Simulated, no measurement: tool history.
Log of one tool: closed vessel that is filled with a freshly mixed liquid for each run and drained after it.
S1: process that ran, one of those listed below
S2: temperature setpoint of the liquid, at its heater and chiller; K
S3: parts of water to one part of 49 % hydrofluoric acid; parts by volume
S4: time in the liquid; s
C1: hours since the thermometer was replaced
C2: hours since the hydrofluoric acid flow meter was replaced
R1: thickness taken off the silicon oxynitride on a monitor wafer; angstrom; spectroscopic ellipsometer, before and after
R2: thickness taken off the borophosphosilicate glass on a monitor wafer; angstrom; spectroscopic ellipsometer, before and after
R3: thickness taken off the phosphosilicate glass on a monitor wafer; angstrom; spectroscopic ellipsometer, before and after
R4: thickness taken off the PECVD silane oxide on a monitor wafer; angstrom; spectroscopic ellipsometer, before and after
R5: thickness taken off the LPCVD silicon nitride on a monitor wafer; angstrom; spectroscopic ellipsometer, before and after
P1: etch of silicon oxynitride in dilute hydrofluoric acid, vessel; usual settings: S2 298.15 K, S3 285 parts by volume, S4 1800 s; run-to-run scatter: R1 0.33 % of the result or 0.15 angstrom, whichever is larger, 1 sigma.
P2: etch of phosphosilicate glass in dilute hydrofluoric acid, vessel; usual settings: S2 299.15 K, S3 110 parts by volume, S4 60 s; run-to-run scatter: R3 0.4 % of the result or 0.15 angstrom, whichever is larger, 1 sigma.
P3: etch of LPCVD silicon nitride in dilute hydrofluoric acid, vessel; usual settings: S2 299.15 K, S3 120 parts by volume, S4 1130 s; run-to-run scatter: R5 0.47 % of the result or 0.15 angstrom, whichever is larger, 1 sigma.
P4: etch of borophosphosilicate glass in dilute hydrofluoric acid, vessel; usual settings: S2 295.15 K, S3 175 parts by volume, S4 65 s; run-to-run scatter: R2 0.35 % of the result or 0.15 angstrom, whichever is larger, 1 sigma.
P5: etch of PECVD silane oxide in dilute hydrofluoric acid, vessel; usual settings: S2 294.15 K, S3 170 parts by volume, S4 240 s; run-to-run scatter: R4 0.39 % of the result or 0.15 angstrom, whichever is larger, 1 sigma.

run 1 hour=6.9 | S1=P1 S2=298.15 S3=285 S4=1800 | C1=132.1 C2=365.8 | R1=271.360
run 2 hour=12.5 | S1=P4 S2=295.15 S3=175 S4=65 | C1=137.7 C2=371.4 | R2=193.80
run 3 hour=19.1 | S1=P2 S2=291.65 S3=110 S4=60 | C1=144.3 C2=378.0 | R3=734.15
run 4 hour=23.1 | S1=P5 S2=300.15 S3=170 S4=240 | C1=148.3 C2=382.0 | R4=692.06
run 5 hour=29.8 | S1=P4 S2=290.15 S3=175 S4=65 | C1=155.0 C2=388.7 | R2=158.87
run 6 hour=34.7 | S1=P3 S2=299.15 S3=120 S4=1130 | C1=159.9 C2=393.6 | R5=52.454
run 7 hour=40.7 | S1=P1 S2=291.65 S3=285 S4=1800 | C1=165.9 C2=399.6 | R1=204.370
run 8 hour=45.9 | S1=P2 S2=299.15 S3=110 S4=60 | C1=171.1 C2=404.8 | R3=986.64
run 9 hour=52.6 | S1=P1 S2=298.15 S3=130 S4=1800 | C1=177.8 C2=411.5 | R1=670.990
-- hour=58.3 thermometer replaced
run 10 hour=59.4 | S1=P4 S2=295.15 S3=65 S4=65 | C1=1.1 C2=418.3 | R2=590.05
run 11 hour=65.3 | S1=P2 S2=299.15 S3=110 S4=30 | C1=7.0 C2=424.2 | R3=497.14
run 12 hour=69.6 | S1=P4 S2=295.15 S3=175 S4=35 | C1=11.3 C2=428.5 | R2=104.50
run 13 hour=73.9 | S1=P1 S2=298.15 S3=285 S4=1800 | C1=15.6 C2=432.8 | R1=270.980
run 14 hour=81.0 | S1=P5 S2=294.15 S3=170 S4=240 | C1=22.7 C2=439.9 | R4=550.21
run 15 hour=85.4 | S1=P3 S2=299.15 S3=175 S4=1130 | C1=27.1 C2=444.3 | R5=36.504
run 16 hour=88.7 | S1=P1 S2=298.15 S3=285 S4=1800 | C1=30.4 C2=447.6 | R1=271.810
run 17 hour=93.7 | S1=P5 S2=294.15 S3=30 S4=240 | C1=35.4 C2=452.6 | R4=3637.90
run 18 hour=100.5 | S1=P1 S2=298.15 S3=285 S4=1800 | C1=42.2 C2=459.4 | R1=273.480
run 19 hour=106.7 | S1=P1 S2=303.15 S3=190 S4=1800 | C1=48.4 C2=465.6 | R1=545.090
run 20 hour=111.9 | S1=P1 S2=298.15 S3=285 S4=2875 | C1=53.6 C2=470.8 | R1=435.110
run 21 hour=118.4 | S1=P1 S2=298.15 S3=495 S4=1800 | C1=60.1 C2=477.3 | R1=136.270
run 22 hour=125.4 | S1=P3 S2=292.15 S3=120 S4=1130 | C1=67.1 C2=484.3 | R5=33.403
run 23 hour=130.9 | S1=P2 S2=299.15 S3=35 S4=60 | C1=72.6 C2=489.8 | R3=3416.10
run 24 hour=134.1 | S1=P1 S2=298.15 S3=285 S4=405 | C1=75.8 C2=493.0 | R1=61.361
run 25 hour=137.5 | S1=P3 S2=299.15 S3=120 S4=1775 | C1=79.2 C2=496.4 | R5=83.299
run 26 hour=141.0 | S1=P1 S2=298.15 S3=480 S4=3205 | C1=82.7 C2=499.9 | R1=254.100
run 27 hour=146.0 | S1=P5 S2=294.15 S3=170 S4=240 | C1=87.7 C2=504.9 | R4=551.21
run 28 hour=151.8 | S1=P1 S2=298.15 S3=285 S4=1800 | C1=93.5 C2=510.7 | R1=272.110
run 29 hour=156.0 | S1=P5 S2=294.15 S3=170 S4=430 | C1=97.7 C2=514.9 | R4=987.29
run 30 hour=159.6 | S1=P1 S2=304.65 S3=285 S4=1800 | C1=101.3 C2=518.5 | R1=352.760

Forecast run 31:
run 31 hour=164.6 | S1=P1 S2=298.15 S3=285 S4=1800 | C1=106.3 C2=523.5 | R1=?

{"run 31": {"R1": 272.63}}
